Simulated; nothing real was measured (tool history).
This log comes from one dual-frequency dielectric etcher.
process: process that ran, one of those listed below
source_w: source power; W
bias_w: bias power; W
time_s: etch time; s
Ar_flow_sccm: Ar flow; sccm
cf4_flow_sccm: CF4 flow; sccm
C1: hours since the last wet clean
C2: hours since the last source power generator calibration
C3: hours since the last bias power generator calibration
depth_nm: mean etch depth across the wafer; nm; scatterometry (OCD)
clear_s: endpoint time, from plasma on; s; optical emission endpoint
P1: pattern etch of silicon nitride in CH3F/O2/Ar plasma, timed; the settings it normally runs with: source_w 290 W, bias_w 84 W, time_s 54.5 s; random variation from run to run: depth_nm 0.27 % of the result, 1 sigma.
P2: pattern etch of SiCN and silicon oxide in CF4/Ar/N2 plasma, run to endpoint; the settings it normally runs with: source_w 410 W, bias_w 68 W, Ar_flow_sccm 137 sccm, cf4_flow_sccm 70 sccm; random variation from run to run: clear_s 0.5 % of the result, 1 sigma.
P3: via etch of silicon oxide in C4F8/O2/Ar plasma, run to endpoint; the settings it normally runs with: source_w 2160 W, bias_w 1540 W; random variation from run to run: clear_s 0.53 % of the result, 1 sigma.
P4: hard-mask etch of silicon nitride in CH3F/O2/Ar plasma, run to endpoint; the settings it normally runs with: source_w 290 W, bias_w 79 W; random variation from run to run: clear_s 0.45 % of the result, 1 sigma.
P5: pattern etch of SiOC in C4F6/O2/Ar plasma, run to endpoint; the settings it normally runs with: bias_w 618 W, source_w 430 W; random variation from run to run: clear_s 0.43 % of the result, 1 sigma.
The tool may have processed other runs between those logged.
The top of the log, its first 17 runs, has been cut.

{"run": 18, "day": 5.038, "process": "P4", "source_w": 180, "bias_w": 79, "C1": 11.7, "C2": 1803.5, "C3": 2159.5, "clear_s": 76.863}
{"run": 19, "day": 5.346, "process": "P1", "source_w": 290, "bias_w": 66, "time_s": 54.5, "C1": 19.1, "C2": 1810.9, "C3": 2166.9, "depth_nm": 33.183}
{"run": 20, "day": 5.554, "process": "P1", "source_w": 290, "bias_w": 84, "time_s": 54.5, "C1": 24.1, "C2": 1815.9, "C3": 2171.9, "depth_nm": 36.309}
{"run": 21, "day": 5.904, "process": "P2", "source_w": 410, "bias_w": 68, "Ar_flow_sccm": 137, "cf4_flow_sccm": 70, "C1": 32.5, "C2": 1824.3, "C3": 2180.3, "clear_s": 20.626}
{"run": 22, "day": 6.167, "process": "P1", "source_w": 390, "bias_w": 113, "time_s": 54.5, "C1": 38.8, "C2": 1830.6, "C3": 2186.6, "depth_nm": 45.125}
{"run": 23, "day": 6.475, "process": "P2", "source_w": 410, "bias_w": 48, "Ar_flow_sccm": 137, "cf4_flow_sccm": 70, "C1": 46.2, "C2": 1838.0, "C3": 2194.0, "clear_s": 23.231}
{"run": 24, "day": 6.767, "process": "P1", "source_w": 290, "bias_w": 84, "time_s": 41.5, "C1": 53.2, "C2": 1845.0, "C3": 2201.0, "depth_nm": 27.55}
{"run": 25, "day": 7.092, "process": "P5", "source_w": 430, "bias_w": 618, "C1": 61.0, "C2": 1852.8, "C3": 2208.8, "clear_s": 14.698}
{"run": 26, "day": 7.304, "process": "P1", "source_w": 290, "bias_w": 84, "time_s": 76.5, "C1": 66.1, "C2": 1857.9, "C3": 2213.9, "depth_nm": 50.694}
{"run": 27, "day": 7.504, "process": "P4", "source_w": 290, "bias_w": 58, "C1": 70.9, "C2": 1862.7, "C3": 2218.7, "clear_s": 71.618}
{"run": 28, "day": 7.692, "process": "P5", "source_w": 550, "bias_w": 618, "C1": 75.4, "C2": 1867.2, "C3": 2223.2, "clear_s": 13.318}
{"run": 29, "day": 8.017, "process": "P1", "source_w": 290, "bias_w": 116, "time_s": 54.5, "C1": 83.2, "C2": 1875.0, "C3": 2231.0, "depth_nm": 40.9}
{"run": 30, "day": 8.35, "process": "P2", "source_w": 410, "bias_w": 68, "Ar_flow_sccm": 137, "cf4_flow_sccm": 53, "C1": 91.2, "C2": 1883.0, "C3": 2239.0, "clear_s": 21.518}
{"run": 31, "day": 8.554, "process": "P1", "source_w": 290, "bias_w": 84, "time_s": 54.5, "C1": 96.1, "C2": 1887.9, "C3": 2243.9, "depth_nm": 36.322}
{"run": 32, "day": 8.871, "process": "P1", "source_w": 290, "bias_w": 84, "time_s": 54.5, "C1": 103.7, "C2": 1895.5, "C3": 2251.5, "depth_nm": 36.16}
{"run": 33, "day": 9.196, "process": "P1", "source_w": 290, "bias_w": 84, "time_s": 54.5, "C1": 111.5, "C2": 1903.3, "C3": 2259.3, "depth_nm": 35.735}
{"run": 34, "day": 9.504, "process": "P1", "source_w": 290, "bias_w": 84, "time_s": 54.5, "C1": 118.9, "C2": 1910.7, "C3": 2266.7, "depth_nm": 35.792}
{"run": 35, "day": 9.675, "process": "P1", "source_w": 290, "bias_w": 84, "time_s": 54.5, "C1": 123.0, "C2": 1914.8, "C3": 2270.8, "depth_nm": 35.67}
{"run": 36, "day": 9.85, "process": "P1", "source_w": 290, "bias_w": 84, "time_s": 54.5, "C1": 127.2, "C2": 1919.0, "C3": 2275.0, "depth_nm": 35.654}
{"run": 37, "day": 10.154, "process": "P1", "source_w": 290, "bias_w": 84, "time_s": 54.5, "C1": 134.5, "C2": 1926.3, "C3": 2282.3, "depth_nm": 35.672}
{"run": 38, "day": 10.354, "process": "P1", "source_w": 290, "bias_w": 84, "time_s": 54.5, "C1": 139.3, "C2": 1931.1, "C3": 2287.1, "depth_nm": 35.731}
{"day": 10.479, "done": "wet clean of the chamber"}
{"run": 39, "day": 10.612, "process": "P1", "source_w": 290, "bias_w": 84, "time_s": 54.5, "C1": 3.2, "C2": 1937.3, "C3": 2293.3, "depth_nm": 35.537}
{"run": 40, "day": 10.862, "process": "P1", "source_w": 290, "bias_w": 84, "time_s": 54.5, "C1": 9.2, "C2": 1943.3, "C3": 2299.3, "depth_nm": 35.684}

Run 41 has not been measured yet. What should we expect?
{"run": 41, "day": 11.217, "process": "P1", "source_w": 290, "bias_w": 84, "time_s": 54.5, "C1": 17.7, "C2": 1951.8, "C3": 2307.8, "depth_nm": "?"}

depth_nm: 35.645 nm
